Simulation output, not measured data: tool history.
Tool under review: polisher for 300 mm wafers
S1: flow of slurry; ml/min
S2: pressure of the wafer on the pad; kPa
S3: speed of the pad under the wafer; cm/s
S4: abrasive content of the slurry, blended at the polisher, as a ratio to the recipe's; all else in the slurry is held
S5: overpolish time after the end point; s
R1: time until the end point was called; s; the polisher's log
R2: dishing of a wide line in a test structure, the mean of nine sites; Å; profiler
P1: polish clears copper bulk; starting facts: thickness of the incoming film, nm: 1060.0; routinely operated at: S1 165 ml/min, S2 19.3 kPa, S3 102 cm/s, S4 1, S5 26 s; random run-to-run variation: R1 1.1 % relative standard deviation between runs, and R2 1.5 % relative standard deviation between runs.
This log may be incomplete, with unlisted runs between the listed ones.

run	hour	S1	S2	S3	S4	S5	R1	R2
1	2.6	165	19.3	102	1	26	119.09	1146
2	6.3	165	19.3	102	1.45	26	109.28	1165.7
3	9.2	260	19.3	102	1	26	112.86	1189.5
4	12.9	165	19.3	102	1	52	119.02	1539.8
5	16.7	165	19.3	102	1	8	119.04	480.29
6	20.3	165	19.3	60	1	50	204.27	1219.6
7	24.8	165	19.3	102	1	26	120.23	1137.8
# hour 25.7: slurry blender recalibrated
8	28.4	165	19.3	132	1	26	93.067	1261.8
9	30.8	165	19.3	102	1	26	119.58	1122.9
10	33.2	165	19.3	102	0.75	26	128.19	1088.4
11	37.3	165	19.3	102	1	26	119.55	1158.3
12	40.4	165	19.3	102	1	26	119.37	1147.2
# hour 41.2: head pressure recalibrated
13	42.8	165	19.3	72	1	26	169.77	917.76
14	46.7	165	19.3	102	1	26	119.35	1110.1
15	49.2	165	29.6	102	1	26	77.943	1533.9
16	53.4	165	19.3	102	1	26	118.94	1141.2

Expected results for the next run?
17	57.4	165	9	102	1	26	?	?

Run 17 yielded R1 257.47 s, R2 596.79 Å.
